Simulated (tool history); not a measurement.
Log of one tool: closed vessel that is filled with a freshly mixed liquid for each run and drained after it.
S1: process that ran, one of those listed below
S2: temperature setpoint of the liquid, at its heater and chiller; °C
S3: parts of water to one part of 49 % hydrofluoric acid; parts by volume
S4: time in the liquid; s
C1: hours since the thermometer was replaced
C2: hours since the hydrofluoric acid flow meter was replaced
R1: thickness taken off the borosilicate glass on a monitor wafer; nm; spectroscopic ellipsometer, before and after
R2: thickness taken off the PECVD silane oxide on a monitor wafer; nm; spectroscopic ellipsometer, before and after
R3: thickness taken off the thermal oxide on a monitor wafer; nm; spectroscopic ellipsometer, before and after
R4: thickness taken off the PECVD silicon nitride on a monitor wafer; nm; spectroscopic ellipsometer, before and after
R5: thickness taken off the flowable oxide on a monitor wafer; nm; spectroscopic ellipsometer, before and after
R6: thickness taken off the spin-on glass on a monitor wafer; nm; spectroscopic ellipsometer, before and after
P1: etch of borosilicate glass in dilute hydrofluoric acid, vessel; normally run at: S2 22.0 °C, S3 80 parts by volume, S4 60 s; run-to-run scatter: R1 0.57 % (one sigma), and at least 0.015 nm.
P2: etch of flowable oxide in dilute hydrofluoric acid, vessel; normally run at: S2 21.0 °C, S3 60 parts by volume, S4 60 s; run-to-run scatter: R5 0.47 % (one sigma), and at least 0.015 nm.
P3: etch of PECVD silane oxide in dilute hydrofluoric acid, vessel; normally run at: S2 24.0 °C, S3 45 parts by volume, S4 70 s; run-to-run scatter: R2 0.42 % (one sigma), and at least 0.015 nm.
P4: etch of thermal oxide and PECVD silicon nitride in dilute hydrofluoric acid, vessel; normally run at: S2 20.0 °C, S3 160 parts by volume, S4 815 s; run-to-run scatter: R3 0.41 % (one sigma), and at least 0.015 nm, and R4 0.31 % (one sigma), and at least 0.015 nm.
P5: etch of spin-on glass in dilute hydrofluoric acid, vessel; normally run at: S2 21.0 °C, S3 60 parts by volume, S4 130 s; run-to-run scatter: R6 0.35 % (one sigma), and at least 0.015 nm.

run,hour,S1,S2,S3,S4,C1,C2,R1,R2,R3,R4,R5,R6
1,4.4,P1,22.0,80,60,459.5,450.8,31.223,,,,,
2,9.4,P3,24.0,45,105,464.5,455.8,,58.135,,,,
3,14.4,P4,20.0,75,815,469.5,460.8,,,46.431,24.9170,,
4,21.3,P1,22.0,80,60,476.4,467.7,31.308,,,,,
5,25.5,P1,27.0,40,60,480.6,471.9,81.408,,,,,
6,31.2,P1,17.0,80,60,486.3,477.6,25.577,,,,,
7,38.5,P1,22.0,120,60,493.6,484.9,20.020,,,,,
8,43.4,P1,22.0,80,60,498.5,489.8,31.231,,,,,
9,49.1,P2,21.0,110,60,504.2,495.5,,,,,10.978,
10,55.0,P1,22.0,50,60,510.1,501.4,51.873,,,,,
11,61.0,P1,22.0,80,60,516.1,507.4,31.316,,,,,
12,65.6,P1,27.0,80,60,520.7,512.0,38.316,,,,,
13,70.6,P5,21.0,35,130,525.7,517.0,,,,,,82.278
14,76.0,P1,22.0,80,30,531.1,522.4,15.843,,,,,
15,79.6,P1,22.0,80,60,534.7,526.0,31.271,,,,,
16,84.7,P5,29.0,60,130,539.8,531.1,,,,,,64.935
17,89.3,P2,21.0,60,60,544.4,535.7,,,,,21.259,
18,93.8,P5,21.0,60,130,548.9,540.2,,,,,,46.552
19,97.7,P3,24.0,45,70,552.8,544.1,,38.914,,,,
# hour 98.0: thermometer replaced
20,104.7,P4,20.0,160,815,6.8,551.1,,,19.957,11.8930,,
21,110.6,P3,28.5,45,70,12.7,557.0,,46.503,,,,
22,117.2,P1,22.0,80,60,19.3,563.6,31.379,,,,,
23,124.3,P2,21.0,60,120,26.4,570.7,,,,,42.752,
24,128.2,P2,17.0,60,60,30.3,574.6,,,,,17.967,
25,134.1,P4,17.0,160,815,36.2,580.5,,,17.651,9.6674,,
26,139.2,P5,21.0,60,215,41.3,585.6,,,,,,77.204
27,142.7,P1,22.0,80,60,44.8,589.1,31.378,,,,,
28,149.4,P5,21.0,60,130,51.5,595.8,,,,,,47.006
29,155.9,P1,22.0,80,105,58.0,602.3,55.047,,,,,
30,161.8,P3,24.0,20,70,63.9,608.2,,90.875,,,,
31,169.1,P4,20.0,160,420,71.2,615.5,,,10.197,6.1125,,
32,176.9,P1,22.0,80,60,79.0,623.3,31.232,,,,,
33,182.9,P1,22.0,80,60,85.0,629.3,32.665,,,,,
34,188.7,P1,22.0,80,60,90.8,635.1,33.288,,,,,
35,194.3,P1,22.0,80,60,96.4,640.7,33.249,,,,,
36,199.1,P1,22.0,80,60,101.2,645.5,33.861,,,,,
37,203.5,P1,22.0,80,60,105.6,649.9,33.783,,,,,
38,208.5,P1,22.0,80,60,110.6,654.9,34.024,,,,,
39,212.5,P1,22.0,80,60,114.6,658.9,34.355,,,,,
40,216.3,P1,22.0,80,60,118.4,662.7,34.189,,,,,
41,224.0,P1,22.0,80,60,126.1,670.4,34.223,,,,,
42,228.5,P1,22.0,80,60,130.6,674.9,34.136,,,,,

What P1 gives has crept away from where it was. These 2 causes fit the log equally well, each at the size given:
A: hydrofluoric acid flow above the setpoint (%) = 9.01
B: liquid hotter than its thermometer reads (K) = 2.33
The creep began at about hour 176.9.

4 check runs are offered, one wafer each, their results left as question marks. Which one tells the causes apart?
check 1,233.0,P5,21.0,60,130,,,,,,,,?
check 2,233.0,P3,24.0,45,70,,,,?,,,,
check 3,233.0,P2,21.0,60,60,,,,,,,?,
check 4,233.0,P4,20.0,160,815,,,,,?,?,,

What each check would give under each cause:
check,result,if A,if B
check 1,R6,51.325,51.543
check 2,R2,42.498,42.675
check 3,R5,23.306,23.405
check 4,R3,22.039,21.844
check 4,R4,12.9070,13.8360
How far apart the two closest causes lie, in the result that separates them most: check 1 0.42 %; check 2 0.42 %; check 3 0.42 %; check 4 6.95 %
Check 4 tells the causes apart: in the others they would give nearly the same result.

Then check 4 was run and gave: R3 22.136 nm; R4 12.9430 nm. Which cause is it?

It is A: hydrofluoric acid flow above the setpoint (%).
